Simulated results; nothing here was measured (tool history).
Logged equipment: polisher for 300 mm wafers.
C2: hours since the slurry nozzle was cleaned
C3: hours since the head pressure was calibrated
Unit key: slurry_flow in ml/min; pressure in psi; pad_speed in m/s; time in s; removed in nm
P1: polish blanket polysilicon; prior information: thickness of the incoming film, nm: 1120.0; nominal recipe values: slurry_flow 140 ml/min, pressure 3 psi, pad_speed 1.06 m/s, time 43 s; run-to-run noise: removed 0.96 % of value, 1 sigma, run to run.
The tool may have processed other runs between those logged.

Run 1, day 0.096: slurry_flow 140 ml/min, pressure 3 psi, pad_speed 1.06 m/s, time 43 s; wafers polished on this pad 340; C2 444.9; C3 315.1. Result: removed 369.52 nm.
Run 2, day 0.204: slurry_flow 140 ml/min, pressure 3 psi, pad_speed 1.06 m/s, time 43 s; wafers polished on this pad 369; C2 447.5; C3 317.7. Result: removed 369.35 nm.
Run 3, day 0.342: slurry_flow 140 ml/min, pressure 3 psi, pad_speed 1.06 m/s, time 43 s; wafers polished on this pad 404; C2 450.8; C3 321. Result: removed 365.57 nm.
Run 4, day 0.458: slurry_flow 105 ml/min, pressure 3.9 psi, pad_speed 1.06 m/s, time 43 s; wafers polished on this pad 435; C2 453.6; C3 323.8. Result: removed 449.28 nm.
Run 5, day 0.567: slurry_flow 140 ml/min, pressure 3 psi, pad_speed 1.06 m/s, time 60 s; wafers polished on this pad 463; C2 456.2; C3 326.4. Result: removed 513.8 nm.
At day 0.746: worn pad replaced by a new one.
Run 6, day 0.779: slurry_flow 140 ml/min, pressure 3 psi, pad_speed 1.66 m/s, time 43 s; wafers polished on this pad 9; C2 461.3; C3 331.5. Result: removed 577.92 nm.
Run 7, day 0.917: slurry_flow 140 ml/min, pressure 3 psi, pad_speed 1.06 m/s, time 43 s; wafers polished on this pad 44; C2 464.6; C3 334.8. Result: removed 369.74 nm.
Run 8, day 1.1: slurry_flow 140 ml/min, pressure 1.4 psi, pad_speed 1.06 m/s, time 43 s; wafers polished on this pad 92; C2 469; C3 339.2. Result: removed 171.1 nm.
Run 9, day 1.267: slurry_flow 140 ml/min, pressure 3 psi, pad_speed 1.06 m/s, time 23 s; wafers polished on this pad 135; C2 473; C3 343.2. Result: removed 196.01 nm.
Run 10, day 1.417: slurry_flow 90 ml/min, pressure 3 psi, pad_speed 1.06 m/s, time 43 s; wafers polished on this pad 174; C2 476.6; C3 346.8. Result: removed 333.96 nm.
Run 11, day 1.508: slurry_flow 140 ml/min, pressure 3 psi, pad_speed 1.06 m/s, time 43 s; wafers polished on this pad 198; C2 478.8; C3 349. Result: removed 368.47 nm.
Run 12, day 1.704: slurry_flow 140 ml/min, pressure 4.5 psi, pad_speed 1.06 m/s, time 43 s; wafers polished on this pad 249; C2 483.5; C3 353.7. Result: removed 552.27 nm.
Run 13, day 1.879: slurry_flow 210 ml/min, pressure 3 psi, pad_speed 1.06 m/s, time 43 s; wafers polished on this pad 295; C2 487.7; C3 357.9. Result: removed 387.75 nm.
Run 14, day 2.075: slurry_flow 140 ml/min, pressure 3 psi, pad_speed 0.48 m/s, time 43 s; wafers polished on this pad 346; C2 492.4; C3 362.6. Result: removed 166.87 nm.

Forecast run 15:
At day 2.167: head pressure recalibrated.
Run 15, day 2.288: slurry_flow 140 ml/min, pressure 3 psi, pad_speed 1.06 m/s, time 43 s; wafers polished on this pad 401; C2 497.5; C3 2.9. Result: removed ?.

{"run 15": {"removed": 370.67}}
